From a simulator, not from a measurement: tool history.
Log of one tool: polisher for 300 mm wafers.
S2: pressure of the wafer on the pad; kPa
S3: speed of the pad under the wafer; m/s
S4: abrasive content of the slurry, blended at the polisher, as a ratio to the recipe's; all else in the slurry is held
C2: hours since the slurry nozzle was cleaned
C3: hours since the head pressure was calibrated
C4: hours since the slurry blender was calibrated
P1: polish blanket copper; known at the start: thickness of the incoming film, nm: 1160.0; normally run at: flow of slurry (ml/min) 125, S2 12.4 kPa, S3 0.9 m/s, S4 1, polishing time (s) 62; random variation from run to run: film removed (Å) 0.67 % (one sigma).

run 1 day=0.171 | flow_of_slurry_(ml/min)=125 S2=12.4 S3=0.9 S4=1 polishing_time_(s)=62 | wafers_polished_on_this_pad=324 C2=79.1 C3=702.6 C4=211.2 | film_removed_(Å)=977.07
run 2 day=0.408 | flow_of_slurry_(ml/min)=125 S2=12.4 S3=0.9 S4=1 polishing_time_(s)=80 | wafers_polished_on_this_pad=360 C2=84.8 C3=708.3 C4=216.9 | film_removed_(Å)=1263.8
run 3 day=0.679 | flow_of_slurry_(ml/min)=125 S2=12.4 S3=0.42 S4=1 polishing_time_(s)=62 | wafers_polished_on_this_pad=402 C2=91.3 C3=714.8 C4=223.4 | film_removed_(Å)=455.84
run 4 day=0.867 | flow_of_slurry_(ml/min)=125 S2=12.4 S3=0.9 S4=1.2 polishing_time_(s)=62 | wafers_polished_on_this_pad=430 C2=95.8 C3=719.3 C4=227.9 | film_removed_(Å)=1013.8
run 5 day=1.096 | flow_of_slurry_(ml/min)=125 S2=18.6 S3=0.9 S4=1 polishing_time_(s)=62 | wafers_polished_on_this_pad=465 C2=101.3 C3=724.8 C4=233.4 | film_removed_(Å)=1475.5
run 6 day=1.321 | flow_of_slurry_(ml/min)=125 S2=12.4 S3=1.16 S4=1 polishing_time_(s)=62 | wafers_polished_on_this_pad=499 C2=106.7 C3=730.2 C4=238.8 | film_removed_(Å)=1250.9
run 7 day=1.525 | flow_of_slurry_(ml/min)=125 S2=12.4 S3=0.9 S4=1 polishing_time_(s)=29 | wafers_polished_on_this_pad=531 C2=111.6 C3=735.1 C4=243.7 | film_removed_(Å)=456.12
run 8 day=1.783 | flow_of_slurry_(ml/min)=75 S2=6.9 S3=0.9 S4=1 polishing_time_(s)=62 | wafers_polished_on_this_pad=570 C2=117.8 C3=741.3 C4=249.9 | film_removed_(Å)=478.08
run 9 day=1.908 | flow_of_slurry_(ml/min)=125 S2=12.4 S3=0.9 S4=1 polishing_time_(s)=62 | wafers_polished_on_this_pad=589 C2=120.8 C3=744.3 C4=252.9 | film_removed_(Å)=976.55
run 10 day=2.158 | flow_of_slurry_(ml/min)=125 S2=6.2 S3=0.9 S4=1 polishing_time_(s)=62 | wafers_polished_on_this_pad=627 C2=126.8 C3=750.3 C4=258.9 | film_removed_(Å)=487.49
run 11 day=2.325 | flow_of_slurry_(ml/min)=75 S2=12.4 S3=0.9 S4=1 polishing_time_(s)=62 | wafers_polished_on_this_pad=653 C2=130.8 C3=754.3 C4=262.9 | film_removed_(Å)=850.11
run 12 day=2.538 | flow_of_slurry_(ml/min)=125 S2=12.4 S3=0.9 S4=1 polishing_time_(s)=62 | wafers_polished_on_this_pad=685 C2=135.9 C3=759.4 C4=268 | film_removed_(Å)=968.64
run 13 day=2.692 | flow_of_slurry_(ml/min)=175 S2=12.4 S3=0.9 S4=1 polishing_time_(s)=62 | wafers_polished_on_this_pad=709 C2=139.6 C3=763.1 C4=271.7 | film_removed_(Å)=1032.6
run 14 day=2.879 | flow_of_slurry_(ml/min)=125 S2=12.4 S3=0.9 S4=1 polishing_time_(s)=62 | wafers_polished_on_this_pad=737 C2=144.1 C3=767.6 C4=276.2 | film_removed_(Å)=970.45
run 15 day=3.104 | flow_of_slurry_(ml/min)=125 S2=12.4 S3=0.9 S4=0.55 polishing_time_(s)=62 | wafers_polished_on_this_pad=771 C2=149.5 C3=773 C4=281.6 | film_removed_(Å)=861.56
run 16 day=3.312 | flow_of_slurry_(ml/min)=125 S2=12.4 S3=0.9 S4=1 polishing_time_(s)=62 | wafers_polished_on_this_pad=803 C2=154.5 C3=778 C4=286.6 | film_removed_(Å)=972.15
run 17 day=3.462 | flow_of_slurry_(ml/min)=125 S2=12.4 S3=0.9 S4=1 polishing_time_(s)=62 | wafers_polished_on_this_pad=826 C2=158.1 C3=781.6 C4=290.2 | film_removed_(Å)=975.87
run 18 day=3.708 | flow_of_slurry_(ml/min)=125 S2=12.4 S3=0.9 S4=1 polishing_time_(s)=62 | wafers_polished_on_this_pad=864 C2=164 C3=787.5 C4=296.1 | film_removed_(Å)=927.65
run 19 day=3.929 | flow_of_slurry_(ml/min)=125 S2=12.4 S3=0.9 S4=1 polishing_time_(s)=62 | wafers_polished_on_this_pad=897 C2=169.3 C3=792.8 C4=301.4 | film_removed_(Å)=926.87
run 20 day=4.179 | flow_of_slurry_(ml/min)=125 S2=12.4 S3=0.9 S4=1 polishing_time_(s)=62 | wafers_polished_on_this_pad=935 C2=175.3 C3=798.8 C4=307.4 | film_removed_(Å)=898.5
run 21 day=4.358 | flow_of_slurry_(ml/min)=125 S2=12.4 S3=0.9 S4=1 polishing_time_(s)=62 | wafers_polished_on_this_pad=963 C2=179.6 C3=803.1 C4=311.7 | film_removed_(Å)=895.85
run 22 day=4.592 | flow_of_slurry_(ml/min)=125 S2=12.4 S3=0.9 S4=1 polishing_time_(s)=62 | wafers_polished_on_this_pad=998 C2=185.2 C3=808.7 C4=317.3 | film_removed_(Å)=878.05
-- day=4.675 head pressure recalibrated
-- day=4.738 slurry blender recalibrated
run 23 day=4.742 | flow_of_slurry_(ml/min)=125 S2=12.4 S3=0.9 S4=1 polishing_time_(s)=62 | wafers_polished_on_this_pad=1021 C2=188.8 C3=1.6 C4=0.2 | film_removed_(Å)=875.68
run 24 day=4.925 | flow_of_slurry_(ml/min)=125 S2=12.4 S3=0.9 S4=1 polishing_time_(s)=62 | wafers_polished_on_this_pad=1049 C2=193.2 C3=6 C4=4.6 | film_removed_(Å)=874.49
run 25 day=5.054 | flow_of_slurry_(ml/min)=125 S2=12.4 S3=0.9 S4=1 polishing_time_(s)=62 | wafers_polished_on_this_pad=1069 C2=196.3 C3=9.1 C4=7.7 | film_removed_(Å)=868.25
run 26 day=5.246 | flow_of_slurry_(ml/min)=125 S2=12.4 S3=0.9 S4=1 polishing_time_(s)=62 | wafers_polished_on_this_pad=1098 C2=200.9 C3=13.7 C4=12.3 | film_removed_(Å)=872.33
run 27 day=5.508 | flow_of_slurry_(ml/min)=125 S2=12.4 S3=0.9 S4=1 polishing_time_(s)=62 | wafers_polished_on_this_pad=1138 C2=207.2 C3=20 C4=18.6 | film_removed_(Å)=866.53

What P1 gives has crept away from where it was. These 2 causes fit the log equally well, each at the size given:
A: slurry flow missing at the pad, % = 36.8
B: removal rate lost through wear of the pad, % = 10.9
The creep began at about day 3.462.
Why every other cause is out:
head's pressure below its setpoint, %: serviced at day 4.675, which brought nothing back
abrasive missing from the slurry, %: serviced at day 4.738, which brought nothing back

4 check runs are offered, each on 5 wafers whose results are averaged, their results left as question marks. Which one tells the causes apart?
run check 1 day=5.771 | flow_of_slurry_(ml/min)=125 S2=15.9 S3=0.9 S4=0.55 polishing_time_(s)=62 | film_removed_(Å)=?
run check 2 day=5.771 | flow_of_slurry_(ml/min)=125 S2=12.4 S3=0.6 S4=1 polishing_time_(s)=77 | film_removed_(Å)=?
run check 3 day=5.771 | flow_of_slurry_(ml/min)=165 S2=12.4 S3=0.5 S4=1 polishing_time_(s)=62 | film_removed_(Å)=?
run check 4 day=5.771 | flow_of_slurry_(ml/min)=125 S2=9 S3=0.9 S4=1 polishing_time_(s)=62 | film_removed_(Å)=?

What each check would give under each cause:
check=check_1 result=film_removed_(Å) if_A=980.83 if_B=981.31
check=check_2 result=film_removed_(Å) if_A=719.06 if_B=719.41
check=check_3 result=film_removed_(Å) if_A=520.4 if_B=507.54
check=check_4 result=film_removed_(Å) if_A=627.24 if_B=627.54
How far apart the two closest causes lie, in the result that separates them most: check 1 0.05 %; check 2 0.05 %; check 3 2.5 %; check 4 0.05 %
Check 3 tells the causes apart: in the others they would give nearly the same result.

Then check 3 was run and gave: film removed (Å) 506.14. Which cause is it?

It is B: removal rate lost through wear of the pad, %.
